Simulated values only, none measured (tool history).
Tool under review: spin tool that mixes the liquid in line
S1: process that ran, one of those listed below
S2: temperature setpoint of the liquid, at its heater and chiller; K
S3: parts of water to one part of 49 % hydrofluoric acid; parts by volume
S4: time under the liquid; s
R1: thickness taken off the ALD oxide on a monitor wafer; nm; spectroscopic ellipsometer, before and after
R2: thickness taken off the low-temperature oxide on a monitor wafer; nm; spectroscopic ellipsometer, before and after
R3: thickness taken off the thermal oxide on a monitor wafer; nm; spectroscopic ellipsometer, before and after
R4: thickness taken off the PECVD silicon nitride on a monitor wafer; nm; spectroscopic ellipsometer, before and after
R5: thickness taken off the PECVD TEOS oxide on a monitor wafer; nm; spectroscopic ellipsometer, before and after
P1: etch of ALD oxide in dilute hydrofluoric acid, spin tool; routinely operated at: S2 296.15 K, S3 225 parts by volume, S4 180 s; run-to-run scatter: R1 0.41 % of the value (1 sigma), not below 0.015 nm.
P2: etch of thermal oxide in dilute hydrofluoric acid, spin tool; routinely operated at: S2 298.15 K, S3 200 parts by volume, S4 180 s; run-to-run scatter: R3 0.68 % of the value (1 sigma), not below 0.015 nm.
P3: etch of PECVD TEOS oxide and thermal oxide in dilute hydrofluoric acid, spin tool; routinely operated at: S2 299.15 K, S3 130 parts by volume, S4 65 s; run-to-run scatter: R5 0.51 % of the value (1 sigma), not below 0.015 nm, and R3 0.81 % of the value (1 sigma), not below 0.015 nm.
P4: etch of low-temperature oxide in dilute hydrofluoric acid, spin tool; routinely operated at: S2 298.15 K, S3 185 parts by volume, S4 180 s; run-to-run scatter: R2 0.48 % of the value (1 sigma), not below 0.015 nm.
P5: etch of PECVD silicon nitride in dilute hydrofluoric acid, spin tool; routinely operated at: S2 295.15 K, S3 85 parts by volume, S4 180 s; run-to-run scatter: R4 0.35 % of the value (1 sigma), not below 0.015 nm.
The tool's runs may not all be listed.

Run 1, hour 11.6: S1 P1, S2 296.15 K, S3 225 parts by volume, S4 180 s. Result: R1 11.786 nm.
Run 2, hour 18.1: S1 P1, S2 300.65 K, S3 385 parts by volume, S4 180 s. Result: R1 6.8807 nm.
Run 3, hour 26: S1 P1, S2 292.65 K, S3 225 parts by volume, S4 180 s. Result: R1 10.38 nm.
Run 4, hour 33.6: S1 P1, S2 296.15 K, S3 225 parts by volume, S4 180 s. Result: R1 11.749 nm.
Run 5, hour 39.6: S1 P4, S2 298.15 K, S3 185 parts by volume, S4 180 s. Result: R2 10.203 nm.
Run 6, hour 50.5: S1 P1, S2 296.15 K, S3 60 parts by volume, S4 180 s. Result: R1 53.766 nm.
Run 7, hour 57.7: S1 P2, S2 298.15 K, S3 65 parts by volume, S4 180 s. Result: R3 13.671 nm.
Run 8, hour 67.6: S1 P4, S2 298.15 K, S3 95 parts by volume, S4 180 s. Result: R2 22.122 nm.
Run 9, hour 75.3: S1 P5, S2 295.15 K, S3 85 parts by volume, S4 180 s. Result: R4 6.2663 nm.
Run 10, hour 88.3: S1 P2, S2 298.15 K, S3 200 parts by volume, S4 180 s. Result: R3 3.7574 nm.
Run 11, hour 101.5: S1 P3, S2 292.65 K, S3 130 parts by volume, S4 65 s. Result: R3 2.0555 nm, R5 4.0363 nm.
Run 12, hour 110.2: S1 P4, S2 298.15 K, S3 185 parts by volume, S4 180 s. Result: R2 10.25 nm.
Run 13, hour 116.5: S1 P1, S2 296.15 K, S3 225 parts by volume, S4 180 s. Result: R1 11.804 nm.
Run 14, hour 127.4: S1 P1, S2 301.65 K, S3 225 parts by volume, S4 325 s. Result: R1 25.844 nm.
Run 15, hour 134.5: S1 P2, S2 305.15 K, S3 200 parts by volume, S4 180 s. Result: R3 4.8144 nm.
Run 16, hour 145.5: S1 P4, S2 306.15 K, S3 185 parts by volume, S4 180 s. Result: R2 13.495 nm.
Run 17, hour 153.2: S1 P5, S2 295.15 K, S3 85 parts by volume, S4 270 s. Result: R4 9.3603 nm.
Run 18, hour 161.5: S1 P5, S2 295.15 K, S3 85 parts by volume, S4 180 s. Result: R4 6.2477 nm.
Run 19, hour 168: S1 P1, S2 296.15 K, S3 225 parts by volume, S4 180 s. Result: R1 11.743 nm.
Run 20, hour 175.1: S1 P1, S2 296.15 K, S3 225 parts by volume, S4 315 s. Result: R1 20.704 nm.
Run 21, hour 183.1: S1 P1, S2 296.15 K, S3 310 parts by volume, S4 180 s. Result: R1 7.8049 nm.
Run 22, hour 189.3: S1 P2, S2 298.15 K, S3 200 parts by volume, S4 270 s. Result: R3 5.5999 nm.
Run 23, hour 199.6: S1 P1, S2 296.15 K, S3 225 parts by volume, S4 180 s. Result: R1 11.791 nm.
Run 24, hour 205.5: S1 P4, S2 298.15 K, S3 185 parts by volume, S4 35 s. Result: R2 1.9796 nm.
Run 25, hour 219.1: S1 P3, S2 299.15 K, S3 130 parts by volume, S4 65 s. Result: R3 2.5765 nm, R5 5.1783 nm.
Run 26, hour 225.6: S1 P1, S2 300.15 K, S3 225 parts by volume, S4 180 s. Result: R1 13.613 nm.
Run 27, hour 237.6: S1 P5, S2 295.15 K, S3 20 parts by volume, S4 180 s. Result: R4 25.579 nm.
Run 28, hour 249: S1 P3, S2 299.15 K, S3 130 parts by volume, S4 15 s. Result: R3 0.60624 nm, R5 1.218 nm.
Run 29, hour 259: S1 P3, S2 299.15 K, S3 210 parts by volume, S4 65 s. Result: R3 1.4686 nm, R5 2.8998 nm.
Run 30, hour 271.5: S1 P1, S2 296.15 K, S3 225 parts by volume, S4 15 s. Result: R1 0.97226 nm.
Run 31, hour 284.4: S1 P1, S2 296.15 K, S3 225 parts by volume, S4 180 s. Result: R1 11.671 nm.
Run 32, hour 293.5: S1 P5, S2 290.15 K, S3 85 parts by volume, S4 180 s. Result: R4 4.4769 nm.
Run 33, hour 304.7: S1 P1, S2 296.15 K, S3 225 parts by volume, S4 180 s. Result: R1 11.759 nm.
Run 34, hour 311.8: S1 P1, S2 296.15 K, S3 225 parts by volume, S4 180 s. Result: R1 11.567 nm.
Run 35, hour 322.2: S1 P1, S2 296.15 K, S3 225 parts by volume, S4 180 s. Result: R1 11.317 nm.

Predict the results of run 36:
Run 36, hour 329.4: S1 P1, S2 296.15 K, S3 225 parts by volume, S4 180 s. Result: R1 ?.

Logged for run 36: R1 11.15 nm.

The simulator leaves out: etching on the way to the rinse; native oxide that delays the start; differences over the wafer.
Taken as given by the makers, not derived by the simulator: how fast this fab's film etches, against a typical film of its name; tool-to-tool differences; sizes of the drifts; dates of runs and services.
